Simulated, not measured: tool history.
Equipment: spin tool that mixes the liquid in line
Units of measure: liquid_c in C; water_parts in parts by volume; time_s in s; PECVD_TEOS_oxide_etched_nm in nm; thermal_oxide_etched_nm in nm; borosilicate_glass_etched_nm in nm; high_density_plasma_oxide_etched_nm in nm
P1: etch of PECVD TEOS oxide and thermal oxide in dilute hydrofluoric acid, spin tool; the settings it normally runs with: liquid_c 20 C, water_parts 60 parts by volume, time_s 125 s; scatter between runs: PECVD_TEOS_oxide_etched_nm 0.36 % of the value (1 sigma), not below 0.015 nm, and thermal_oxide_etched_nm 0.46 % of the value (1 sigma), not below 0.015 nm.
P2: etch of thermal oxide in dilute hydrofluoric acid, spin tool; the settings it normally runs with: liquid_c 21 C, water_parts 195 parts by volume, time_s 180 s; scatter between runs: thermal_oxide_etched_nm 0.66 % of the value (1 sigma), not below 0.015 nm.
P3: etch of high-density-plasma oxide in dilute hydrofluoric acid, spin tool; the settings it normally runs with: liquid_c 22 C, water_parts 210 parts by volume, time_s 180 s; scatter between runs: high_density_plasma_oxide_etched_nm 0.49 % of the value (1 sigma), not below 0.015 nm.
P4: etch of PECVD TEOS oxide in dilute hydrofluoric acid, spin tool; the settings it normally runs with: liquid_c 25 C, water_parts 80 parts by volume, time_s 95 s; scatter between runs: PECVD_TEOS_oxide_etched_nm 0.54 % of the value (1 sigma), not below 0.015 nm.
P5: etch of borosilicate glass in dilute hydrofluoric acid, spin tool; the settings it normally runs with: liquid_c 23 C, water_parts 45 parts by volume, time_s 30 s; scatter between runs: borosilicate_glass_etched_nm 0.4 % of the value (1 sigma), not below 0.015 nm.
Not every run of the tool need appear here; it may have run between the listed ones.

run     day  process  liquid_c  water_parts  time_s  hours since the thermometer was replaced  hours since the hydrofluoric acid flow meter was replaced  PECVD_TEOS_oxide_etched_nm  thermal_oxide_etched_nm  borosilicate_glass_etched_nm  high_density_plasma_oxide_etched_nm
  1   0.392       P1        20           60     125                                     659.6                                                     1634.2                      20.713                   8.7011
  2   0.617       P4        25           80      40                                       665                                                     1639.6                      12.554
  3   0.958       P2        21           85     180                                     673.2                                                     1647.8                                               8.7557
  4    1.35       P1        20           60     125                                     682.6                                                     1657.2                      20.951                   8.7616
  5   1.546       P1      23.5           60     125                                     687.3                                                     1661.9                      24.065                   10.034
  6   1.892       P5        23           45      30                                     695.6                                                     1670.2                                                                             16.511
  7   2.067       P5        23           45      60                                     699.8                                                     1674.4                                                                             33.177
  8   2.279       P1        20           60     125                                     704.9                                                     1679.5                      21.019                   8.6788
  9   2.617       P1        20           60     125                                       713                                                     1687.6                      20.798                   8.6685
 10   2.975       P2        21          195     180                                     721.6                                                     1696.2                                               3.3551
 11   3.225       P5        17           45      30                                     727.6                                                     1702.2                                                                             12.885
 12   3.583       P4        25           80      95                                     736.2                                                     1710.8                      29.545
 13   3.775       P4        25           80      95                                     740.8                                                     1715.4                      29.473
 14   4.154       P1        20           35     125                                     749.9                                                     1724.5                      36.736                   15.485
 15    4.35       P1        20           90     125                                     754.6                                                     1729.2                      13.462                   5.6316
 16   4.604       P1        20           60      15                                     760.7                                                     1735.3                      2.5086                   1.0562
 17   4.992       P5        23           20      30                                       770                                                     1744.6                                                                             38.621
 18   5.375       P1        20           20      45                                     779.2                                                     1753.8                      23.603                   9.8865
 19   5.696       P4        29           80      95                                     786.9                                                     1761.5                      34.576
 20   5.975       P1        20           60     125                                     793.6                                                     1768.2                      20.815                   8.7155
 21   6.338       P4        25          130      95                                     802.3                                                     1776.9                      17.157
 22   6.662       P3        22          210     315                                     810.1                                                     1784.7                                                                                                                  9.0108
 23   6.938       P1        20           60     125                                     816.7                                                     1791.3                      20.828                    8.769
 24   7.308       P2        21          195     260                                     825.6                                                     1800.2                                               4.9232
 25     7.7       P2        26          195     180                                       835                                                     1809.6                                               4.0383
 26   8.092       P1      24.5           20     125                                     844.4                                                       1819                      79.519                   33.381
 27   8.346       P1        20           60     125                                     850.5                                                     1825.1                      20.801                   8.7896
 28   8.583       P1        20           60     215                                     856.2                                                     1830.8                      36.055                   15.023
 29   8.825       P1        17           60     125                                       862                                                     1836.6                      18.259                   7.7106
 30   9.154       P2        21          195     180                                     869.9                                                     1844.5                                                3.343
 31   9.512       P3        22          380     180                                     878.5                                                     1853.1                                                                                                                  2.4101
 32   9.721       P3        22          210     180                                     883.5                                                     1858.1                                                                                                                   5.117
 33   9.904       P3        29          210     180                                     887.9                                                     1862.5                                                                                                                  6.6674
 34  10.267       P1        20           60     125                                     896.6                                                     1871.2                      20.836                   8.7004
 35  10.554       P1        20           60     125                                     903.5                                                     1878.1                      21.767                   9.0812
 36  10.942       P1        20           60     125                                     912.8                                                     1887.4                       22.27                   9.3076

Forecast run 37:
 37  11.212       P1        20           60     125                                     919.3                                                     1893.9                           ?                        ?

PECVD_TEOS_oxide_etched_nm: 22.39 nm
thermal_oxide_etched_nm: 9.3881 nm
